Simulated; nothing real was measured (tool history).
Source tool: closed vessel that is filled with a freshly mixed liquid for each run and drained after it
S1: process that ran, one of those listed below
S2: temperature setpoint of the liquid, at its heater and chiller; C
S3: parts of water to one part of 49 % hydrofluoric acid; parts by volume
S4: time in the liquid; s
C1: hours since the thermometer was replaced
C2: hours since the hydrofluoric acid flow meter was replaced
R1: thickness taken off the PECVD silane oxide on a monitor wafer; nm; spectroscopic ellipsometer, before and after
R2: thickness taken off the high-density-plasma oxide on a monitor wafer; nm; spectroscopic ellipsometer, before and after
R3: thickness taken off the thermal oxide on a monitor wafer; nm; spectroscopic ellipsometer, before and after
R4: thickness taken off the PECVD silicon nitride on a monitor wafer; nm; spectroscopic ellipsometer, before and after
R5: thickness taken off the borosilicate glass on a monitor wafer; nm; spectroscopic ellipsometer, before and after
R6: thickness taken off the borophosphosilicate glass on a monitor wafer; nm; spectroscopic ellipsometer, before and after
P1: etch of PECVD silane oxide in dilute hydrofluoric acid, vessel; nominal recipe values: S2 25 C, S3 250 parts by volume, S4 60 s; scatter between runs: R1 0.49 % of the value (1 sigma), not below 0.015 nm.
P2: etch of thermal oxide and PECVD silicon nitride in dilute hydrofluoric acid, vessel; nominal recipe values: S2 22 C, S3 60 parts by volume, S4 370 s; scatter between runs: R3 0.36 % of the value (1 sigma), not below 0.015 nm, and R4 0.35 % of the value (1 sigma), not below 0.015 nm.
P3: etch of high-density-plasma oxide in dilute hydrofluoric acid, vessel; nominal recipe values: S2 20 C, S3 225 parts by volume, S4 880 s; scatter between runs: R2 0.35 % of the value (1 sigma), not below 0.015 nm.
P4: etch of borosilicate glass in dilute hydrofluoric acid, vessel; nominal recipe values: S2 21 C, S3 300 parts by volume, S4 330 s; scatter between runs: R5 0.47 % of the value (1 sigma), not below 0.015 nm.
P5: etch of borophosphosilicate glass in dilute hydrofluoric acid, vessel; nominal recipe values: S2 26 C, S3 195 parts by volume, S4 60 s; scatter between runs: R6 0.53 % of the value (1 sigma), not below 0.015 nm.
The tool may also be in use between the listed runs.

{"run": 1, "hour": 13.1, "S1": "P1", "S2": 25, "S3": 250, "S4": 60, "C1": 409.3, "C2": 1186.7, "R1": 9.4739}
{"run": 2, "hour": 26.0, "S1": "P3", "S2": 20, "S3": 225, "S4": 880, "C1": 422.2, "C2": 1199.6, "R2": 25.702}
{"run": 3, "hour": 37.5, "S1": "P1", "S2": 25, "S3": 125, "S4": 60, "C1": 433.7, "C2": 1211.1, "R1": 21.608}
{"run": 4, "hour": 47.3, "S1": "P1", "S2": 20.5, "S3": 250, "S4": 60, "C1": 443.5, "C2": 1220.9, "R1": 7.9399}
{"run": 5, "hour": 59.0, "S1": "P1", "S2": 25, "S3": 170, "S4": 95, "C1": 455.2, "C2": 1232.6, "R1": 23.917}
{"run": 6, "hour": 72.0, "S1": "P1", "S2": 25, "S3": 250, "S4": 30, "C1": 468.2, "C2": 1245.6, "R1": 4.7449}
{"hour": 72.9, "done": "thermometer replaced"}
{"run": 7, "hour": 82.9, "S1": "P2", "S2": 17, "S3": 60, "S4": 370, "C1": 10.1, "C2": 1256.5, "R3": 22.325, "R4": 11.118}
{"run": 8, "hour": 94.3, "S1": "P2", "S2": 22, "S3": 60, "S4": 665, "C1": 21.5, "C2": 1267.9, "R3": 49.829, "R4": 28.329}
{"run": 9, "hour": 100.3, "S1": "P2", "S2": 22, "S3": 20, "S4": 370, "C1": 27.5, "C2": 1273.9, "R3": 87.447, "R4": 45.5}
{"run": 10, "hour": 107.0, "S1": "P4", "S2": 21, "S3": 300, "S4": 330, "C1": 34.2, "C2": 1280.6, "R5": 33.031}
{"run": 11, "hour": 117.6, "S1": "P4", "S2": 21, "S3": 300, "S4": 65, "C1": 44.8, "C2": 1291.2, "R5": 6.4697}
{"run": 12, "hour": 125.4, "S1": "P1", "S2": 25, "S3": 400, "S4": 60, "C1": 52.6, "C2": 1299, "R1": 5.0339}
{"run": 13, "hour": 134.4, "S1": "P1", "S2": 28.5, "S3": 250, "S4": 35, "C1": 61.6, "C2": 1308, "R1": 6.2115}
{"run": 14, "hour": 146.2, "S1": "P1", "S2": 25, "S3": 250, "S4": 60, "C1": 73.4, "C2": 1319.8, "R1": 9.377}
{"run": 15, "hour": 157.0, "S1": "P4", "S2": 21, "S3": 540, "S4": 330, "C1": 84.2, "C2": 1330.6, "R5": 14.909}
{"run": 16, "hour": 165.2, "S1": "P1", "S2": 33, "S3": 250, "S4": 60, "C1": 92.4, "C2": 1338.8, "R1": 12.379}
{"run": 17, "hour": 176.4, "S1": "P5", "S2": 26, "S3": 195, "S4": 100, "C1": 103.6, "C2": 1350, "R6": 27.046}
{"run": 18, "hour": 187.7, "S1": "P3", "S2": 20, "S3": 225, "S4": 1365, "C1": 114.9, "C2": 1361.3, "R2": 39.856}
{"run": 19, "hour": 201.2, "S1": "P5", "S2": 33.5, "S3": 195, "S4": 60, "C1": 128.4, "C2": 1374.8, "R6": 21.082}
{"run": 20, "hour": 212.6, "S1": "P1", "S2": 25, "S3": 250, "S4": 60, "C1": 139.8, "C2": 1386.2, "R1": 9.4356}
{"run": 21, "hour": 222.1, "S1": "P4", "S2": 17, "S3": 300, "S4": 330, "C1": 149.3, "C2": 1395.7, "R5": 28.672}
{"run": 22, "hour": 230.7, "S1": "P5", "S2": 26, "S3": 330, "S4": 60, "C1": 157.9, "C2": 1404.3, "R6": 8.3821}
{"run": 23, "hour": 241.6, "S1": "P1", "S2": 30, "S3": 250, "S4": 30, "C1": 168.8, "C2": 1415.2, "R1": 5.5729}
{"run": 24, "hour": 252.2, "S1": "P5", "S2": 26, "S3": 195, "S4": 60, "C1": 179.4, "C2": 1425.8, "R6": 16.254}
{"run": 25, "hour": 265.4, "S1": "P3", "S2": 20, "S3": 375, "S4": 880, "C1": 192.6, "C2": 1439, "R2": 13.62}
{"run": 26, "hour": 274.9, "S1": "P1", "S2": 25, "S3": 250, "S4": 115, "C1": 202.1, "C2": 1448.5, "R1": 18.044}
{"run": 27, "hour": 288.3, "S1": "P2", "S2": 22, "S3": 60, "S4": 370, "C1": 215.5, "C2": 1461.9, "R3": 27.673, "R4": 15.733}
{"run": 28, "hour": 298.3, "S1": "P1", "S2": 25, "S3": 250, "S4": 60, "C1": 225.5, "C2": 1471.9, "R1": 9.3327}
{"run": 29, "hour": 311.6, "S1": "P1", "S2": 25, "S3": 250, "S4": 60, "C1": 238.8, "C2": 1485.2, "R1": 9.3323}
{"run": 30, "hour": 321.0, "S1": "P3", "S2": 17, "S3": 225, "S4": 880, "C1": 248.2, "C2": 1494.6, "R2": 22.914}
{"run": 31, "hour": 332.2, "S1": "P4", "S2": 21, "S3": 300, "S4": 330, "C1": 259.4, "C2": 1505.8, "R5": 33.003}
{"run": 32, "hour": 341.1, "S1": "P1", "S2": 25, "S3": 250, "S4": 60, "C1": 268.3, "C2": 1514.7, "R1": 9.3593}
{"run": 33, "hour": 349.6, "S1": "P5", "S2": 26, "S3": 195, "S4": 60, "C1": 276.8, "C2": 1523.2, "R6": 16.159}
{"run": 34, "hour": 357.7, "S1": "P1", "S2": 25, "S3": 250, "S4": 60, "C1": 284.9, "C2": 1531.3, "R1": 9.4074}
{"run": 35, "hour": 369.1, "S1": "P1", "S2": 25, "S3": 250, "S4": 60, "C1": 296.3, "C2": 1542.7, "R1": 9.1759}
{"run": 36, "hour": 378.7, "S1": "P1", "S2": 25, "S3": 250, "S4": 60, "C1": 305.9, "C2": 1552.3, "R1": 9.0554}
{"run": 37, "hour": 392.1, "S1": "P1", "S2": 25, "S3": 250, "S4": 60, "C1": 319.3, "C2": 1565.7, "R1": 8.838}
{"run": 38, "hour": 399.5, "S1": "P1", "S2": 25, "S3": 250, "S4": 60, "C1": 326.7, "C2": 1573.1, "R1": 8.8358}

The next listed run, before its measurement:
{"run": 39, "hour": 412.8, "S1": "P1", "S2": 25, "S3": 250, "S4": 60, "C1": 340, "C2": 1586.4, "R1": "?"}

R1: 8.6707 nm
